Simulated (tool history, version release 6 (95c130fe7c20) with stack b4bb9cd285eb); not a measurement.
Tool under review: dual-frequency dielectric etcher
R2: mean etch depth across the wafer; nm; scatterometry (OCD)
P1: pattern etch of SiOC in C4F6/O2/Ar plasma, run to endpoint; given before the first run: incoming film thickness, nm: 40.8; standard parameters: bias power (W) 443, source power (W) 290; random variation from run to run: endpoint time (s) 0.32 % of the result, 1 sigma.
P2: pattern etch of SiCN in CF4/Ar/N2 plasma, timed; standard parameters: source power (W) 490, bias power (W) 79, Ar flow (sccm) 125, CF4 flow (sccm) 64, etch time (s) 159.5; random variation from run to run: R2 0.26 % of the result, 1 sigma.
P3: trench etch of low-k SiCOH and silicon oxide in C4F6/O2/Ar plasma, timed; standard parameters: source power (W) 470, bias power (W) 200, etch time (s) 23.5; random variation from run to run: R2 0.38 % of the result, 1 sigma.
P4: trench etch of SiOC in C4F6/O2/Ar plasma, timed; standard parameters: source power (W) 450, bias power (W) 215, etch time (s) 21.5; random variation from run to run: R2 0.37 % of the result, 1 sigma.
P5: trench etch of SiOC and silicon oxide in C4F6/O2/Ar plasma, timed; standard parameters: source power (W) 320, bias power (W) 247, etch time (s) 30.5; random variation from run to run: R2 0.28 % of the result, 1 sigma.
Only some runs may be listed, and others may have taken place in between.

{"run": 1, "hour": 10.7, "process that ran": "P1", "bias power (W)": 443, "source power (W)": 290, "endpoint time (s)": 16.378}
{"run": 2, "hour": 23.2, "process that ran": "P3", "bias power (W)": 131, "source power (W)": 470, "etch time (s)": 23.5, "R2": 70.823}
{"run": 3, "hour": 36.7, "process that ran": "P5", "bias power (W)": 247, "source power (W)": 450, "etch time (s)": 30.5, "R2": 70.672}
{"run": 4, "hour": 47.1, "process that ran": "P1", "bias power (W)": 443, "source power (W)": 200, "endpoint time (s)": 18.819}
{"run": 5, "hour": 58.7, "process that ran": "P1", "bias power (W)": 443, "source power (W)": 290, "endpoint time (s)": 16.388}
{"run": 6, "hour": 72.6, "process that ran": "P4", "bias power (W)": 215, "source power (W)": 450, "etch time (s)": 15.5, "R2": 34.891}
{"run": 7, "hour": 81.2, "process that ran": "P3", "bias power (W)": 200, "source power (W)": 270, "etch time (s)": 23.5, "R2": 64.842}
{"run": 8, "hour": 94.8, "process that ran": "P1", "bias power (W)": 601, "source power (W)": 230, "endpoint time (s)": 15.855}
{"run": 9, "hour": 101.9, "process that ran": "P5", "bias power (W)": 247, "source power (W)": 320, "etch time (s)": 30.5, "R2": 62.074}
{"run": 10, "hour": 112.4, "process that ran": "P2", "bias power (W)": 79, "source power (W)": 490, "etch time (s)": 159.5, "Ar flow (sccm)": 125, "CF4 flow (sccm)": 64, "R2": 144.11}
{"run": 11, "hour": 124.9, "process that ran": "P4", "bias power (W)": 156, "source power (W)": 450, "etch time (s)": 21.5, "R2": 43.41}
{"run": 12, "hour": 135.5, "process that ran": "P1", "bias power (W)": 443, "source power (W)": 370, "endpoint time (s)": 14.98}
{"run": 13, "hour": 142.7, "process that ran": "P1", "bias power (W)": 443, "source power (W)": 290, "endpoint time (s)": 16.256}
{"run": 14, "hour": 156.9, "process that ran": "P5", "bias power (W)": 350, "source power (W)": 320, "etch time (s)": 30.5, "R2": 69.934}
{"run": 15, "hour": 169.7, "process that ran": "P2", "bias power (W)": 79, "source power (W)": 490, "etch time (s)": 87.5, "Ar flow (sccm)": 125, "CF4 flow (sccm)": 64, "R2": 78.941}
{"run": 16, "hour": 179.9, "process that ran": "P4", "bias power (W)": 215, "source power (W)": 280, "etch time (s)": 21.5, "R2": 40.32}
{"run": 17, "hour": 192.4, "process that ran": "P4", "bias power (W)": 215, "source power (W)": 450, "etch time (s)": 21.5, "R2": 48.479}
{"hour": 193.5, "done": "bias power generator calibrated"}
{"hour": 198.1, "done": "source power generator calibrated"}
{"run": 18, "hour": 199.0, "process that ran": "P1", "bias power (W)": 295, "source power (W)": 290, "endpoint time (s)": 19.046}
{"run": 19, "hour": 205.4, "process that ran": "P1", "bias power (W)": 443, "source power (W)": 290, "endpoint time (s)": 16.396}
{"run": 20, "hour": 218.4, "process that ran": "P3", "bias power (W)": 200, "source power (W)": 470, "etch time (s)": 23.5, "R2": 80.856}
{"run": 21, "hour": 228.3, "process that ran": "P2", "bias power (W)": 79, "source power (W)": 490, "etch time (s)": 159.5, "Ar flow (sccm)": 155, "CF4 flow (sccm)": 64, "R2": 138.91}
{"run": 22, "hour": 234.5, "process that ran": "P1", "bias power (W)": 443, "source power (W)": 290, "endpoint time (s)": 16.363}
{"run": 23, "hour": 242.7, "process that ran": "P1", "bias power (W)": 443, "source power (W)": 290, "endpoint time (s)": 16.366}
{"run": 24, "hour": 255.0, "process that ran": "P2", "bias power (W)": 53, "source power (W)": 490, "etch time (s)": 159.5, "Ar flow (sccm)": 125, "CF4 flow (sccm)": 64, "R2": 124.51}
{"run": 25, "hour": 266.9, "process that ran": "P3", "bias power (W)": 200, "source power (W)": 470, "etch time (s)": 13, "R2": 44.381}
{"run": 26, "hour": 280.9, "process that ran": "P1", "bias power (W)": 443, "source power (W)": 290, "endpoint time (s)": 16.447}
{"run": 27, "hour": 288.8, "process that ran": "P5", "bias power (W)": 247, "source power (W)": 320, "etch time (s)": 19, "R2": 38.516}
{"run": 28, "hour": 295.1, "process that ran": "P2", "bias power (W)": 79, "source power (W)": 390, "etch time (s)": 159.5, "Ar flow (sccm)": 125, "CF4 flow (sccm)": 64, "R2": 118.32}
{"run": 29, "hour": 307.9, "process that ran": "P4", "bias power (W)": 215, "source power (W)": 450, "etch time (s)": 21.5, "R2": 48.489}
{"run": 30, "hour": 319.6, "process that ran": "P2", "bias power (W)": 79, "source power (W)": 490, "etch time (s)": 159.5, "Ar flow (sccm)": 125, "CF4 flow (sccm)": 86, "R2": 150.7}
{"run": 31, "hour": 331.9, "process that ran": "P1", "bias power (W)": 531, "source power (W)": 290, "endpoint time (s)": 15.262}
{"run": 32, "hour": 343.7, "process that ran": "P1", "bias power (W)": 443, "source power (W)": 290, "endpoint time (s)": 16.442}
{"run": 33, "hour": 353.3, "process that ran": "P1", "bias power (W)": 443, "source power (W)": 290, "endpoint time (s)": 16.495}
{"run": 34, "hour": 359.5, "process that ran": "P1", "bias power (W)": 443, "source power (W)": 290, "endpoint time (s)": 16.603}
{"run": 35, "hour": 372.3, "process that ran": "P1", "bias power (W)": 443, "source power (W)": 290, "endpoint time (s)": 16.581}
{"run": 36, "hour": 383.5, "process that ran": "P1", "bias power (W)": 443, "source power (W)": 290, "endpoint time (s)": 16.712}
{"hour": 383.8, "done": "wet clean of the chamber"}
{"run": 37, "hour": 392.8, "process that ran": "P1", "bias power (W)": 443, "source power (W)": 290, "endpoint time (s)": 16.678}
{"run": 38, "hour": 405.8, "process that ran": "P1", "bias power (W)": 443, "source power (W)": 290, "endpoint time (s)": 16.691}

The log shows P1 creeping away from where it was. Any of the 2 causes listed here, at the size stated for it, fits the log just as well as the others:
A: source power that arrives under what is set, % = 4.66
B: bias power that arrives under what is set, % = 4.62
The process output started creeping at around hour 343.7.
Excluded causes, each with its reason:
chamber walls in a state that lowers the etch rate, %: work on it at hour 383.8, done after the drift set in, did not restore what the process gave before

Question marks stand in for the results of the 4 check runs listed below, each run on one wafer. Under which run would the listed causes show clearly different results?
{"run": "check 1", "hour": 418.8, "process that ran": "P3", "bias power (W)": 134, "source power (W)": 380, "etch time (s)": 23.5, "R2": "?"}
{"run": "check 2", "hour": 418.8, "process that ran": "P4", "bias power (W)": 170, "source power (W)": 450, "etch time (s)": 21.5, "R2": "?"}
{"run": "check 3", "hour": 418.8, "process that ran": "P2", "bias power (W)": 54, "source power (W)": 490, "etch time (s)": 159.5, "Ar flow (sccm)": 125, "CF4 flow (sccm)": 64, "R2": "?"}
{"run": "check 4", "hour": 418.8, "process that ran": "P5", "bias power (W)": 247, "source power (W)": 420, "etch time (s)": 22.5, "R2": "?"}

If the cause were each of the candidates in turn, the checks would give the following:
check=check_1 result=R2 if_A=64.144 if_B=64.464
check=check_2 result=R2 if_A=43.988 if_B=44.169
check=check_3 result=R2 if_A=120.65 if_B=123.82
check=check_4 result=R2 if_A=49.764 if_B=49.884
Per-check spread between the two closest causes, in the result where they differ most: check 1 0.5 %; check 2 0.41 %; check 3 2.59 %; check 4 0.24 %
Check 3 tells the causes apart: in the others they would give nearly the same result.

Check 3 has now been run. It gave: R2 123.21 nm. Which of the candidate causes is it?

B is the cause: bias power that arrives under what is set, %.

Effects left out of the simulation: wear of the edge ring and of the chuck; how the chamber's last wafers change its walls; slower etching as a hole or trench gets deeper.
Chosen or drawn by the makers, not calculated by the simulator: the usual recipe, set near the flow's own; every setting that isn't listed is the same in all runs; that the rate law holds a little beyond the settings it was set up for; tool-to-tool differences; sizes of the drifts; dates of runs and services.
